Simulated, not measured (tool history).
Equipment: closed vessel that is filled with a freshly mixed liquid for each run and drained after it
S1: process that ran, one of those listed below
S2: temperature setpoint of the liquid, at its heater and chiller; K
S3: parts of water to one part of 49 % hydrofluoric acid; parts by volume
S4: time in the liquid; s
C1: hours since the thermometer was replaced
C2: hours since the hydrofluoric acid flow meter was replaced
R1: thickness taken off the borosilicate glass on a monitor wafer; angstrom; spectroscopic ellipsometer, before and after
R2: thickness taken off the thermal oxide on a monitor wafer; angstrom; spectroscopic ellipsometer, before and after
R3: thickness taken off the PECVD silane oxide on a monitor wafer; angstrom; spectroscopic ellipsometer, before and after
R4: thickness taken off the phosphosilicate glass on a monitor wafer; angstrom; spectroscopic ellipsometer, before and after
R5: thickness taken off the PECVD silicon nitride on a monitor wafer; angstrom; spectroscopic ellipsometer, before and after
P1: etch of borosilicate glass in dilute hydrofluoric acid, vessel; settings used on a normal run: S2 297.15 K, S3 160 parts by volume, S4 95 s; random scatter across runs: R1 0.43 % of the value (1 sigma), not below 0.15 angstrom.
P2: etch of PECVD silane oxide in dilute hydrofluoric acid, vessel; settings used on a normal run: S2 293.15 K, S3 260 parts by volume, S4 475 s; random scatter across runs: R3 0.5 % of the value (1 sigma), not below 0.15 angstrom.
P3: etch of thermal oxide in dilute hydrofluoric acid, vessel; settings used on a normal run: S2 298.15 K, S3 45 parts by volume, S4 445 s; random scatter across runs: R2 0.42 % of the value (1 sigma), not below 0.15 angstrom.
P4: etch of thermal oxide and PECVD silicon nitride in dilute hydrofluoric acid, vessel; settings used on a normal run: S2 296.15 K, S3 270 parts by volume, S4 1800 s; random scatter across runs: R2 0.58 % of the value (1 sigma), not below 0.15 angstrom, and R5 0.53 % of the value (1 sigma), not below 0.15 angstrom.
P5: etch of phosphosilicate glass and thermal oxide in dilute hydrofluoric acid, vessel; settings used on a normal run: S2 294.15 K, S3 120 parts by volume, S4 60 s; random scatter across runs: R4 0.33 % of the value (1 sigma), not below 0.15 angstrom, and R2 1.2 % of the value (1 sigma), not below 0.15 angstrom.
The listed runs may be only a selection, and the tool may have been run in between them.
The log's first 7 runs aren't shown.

Run 8, hour 100.8: S1 P1, S2 297.15 K, S3 160 parts by volume, S4 95 s; C1 1069.1; C2 596.3. Result: R1 224.88 angstrom.
Run 9, hour 118.2: S1 P4, S2 296.15 K, S3 270 parts by volume, S4 1800 s; C1 1086.5; C2 613.7. Result: R2 255.81 angstrom, R5 187.45 angstrom.
Run 10, hour 131.5: S1 P1, S2 297.15 K, S3 160 parts by volume, S4 95 s; C1 1099.8; C2 627. Result: R1 224.03 angstrom.
Run 11, hour 144.4: S1 P1, S2 293.65 K, S3 160 parts by volume, S4 95 s; C1 1112.7; C2 639.9. Result: R1 197.69 angstrom.
Run 12, hour 159.5: S1 P1, S2 303.65 K, S3 55 parts by volume, S4 95 s; C1 1127.8; C2 655. Result: R1 966.77 angstrom.
At hour 167.1: thermometer replaced.
Run 13, hour 177.6: S1 P2, S2 290.15 K, S3 260 parts by volume, S4 475 s; C1 10.6; C2 673.1. Result: R3 420 angstrom.
Run 14, hour 194.3: S1 P1, S2 297.15 K, S3 230 parts by volume, S4 95 s; C1 27.3; C2 689.8. Result: R1 145.33 angstrom.
Run 15, hour 209.7: S1 P3, S2 298.15 K, S3 70 parts by volume, S4 445 s; C1 42.7; C2 705.2. Result: R2 355.6 angstrom.
Run 16, hour 224.6: S1 P2, S2 293.15 K, S3 135 parts by volume, S4 475 s; C1 57.6; C2 720.1. Result: R3 1014.8 angstrom.
Run 17, hour 233.7: S1 P4, S2 296.15 K, S3 270 parts by volume, S4 3450 s; C1 66.7; C2 729.2. Result: R2 492.49 angstrom, R5 362.13 angstrom.
Run 18, hour 252.5: S1 P1, S2 297.15 K, S3 285 parts by volume, S4 50 s; C1 85.5; C2 748. Result: R1 58.63 angstrom.
Run 19, hour 265: S1 P1, S2 297.15 K, S3 160 parts by volume, S4 95 s; C1 98; C2 760.5. Result: R1 226.7 angstrom.
Run 20, hour 283.1: S1 P3, S2 298.15 K, S3 45 parts by volume, S4 850 s; C1 116.1; C2 778.6. Result: R2 1097.7 angstrom.
Run 21, hour 292.5: S1 P5, S2 294.15 K, S3 120 parts by volume, S4 60 s; C1 125.5; C2 788. Result: R2 20.409 angstrom, R4 851.73 angstrom.
Run 22, hour 311: S1 P4, S2 303.65 K, S3 270 parts by volume, S4 1800 s; C1 144; C2 806.5. Result: R2 333.91 angstrom, R5 292.6 angstrom.

Expected results for the next run?
Run 23, hour 319.8: S1 P1, S2 297.15 K, S3 55 parts by volume, S4 95 s; C1 152.8; C2 815.3. Result: R1 ?.

R1: 743.93 angstrom
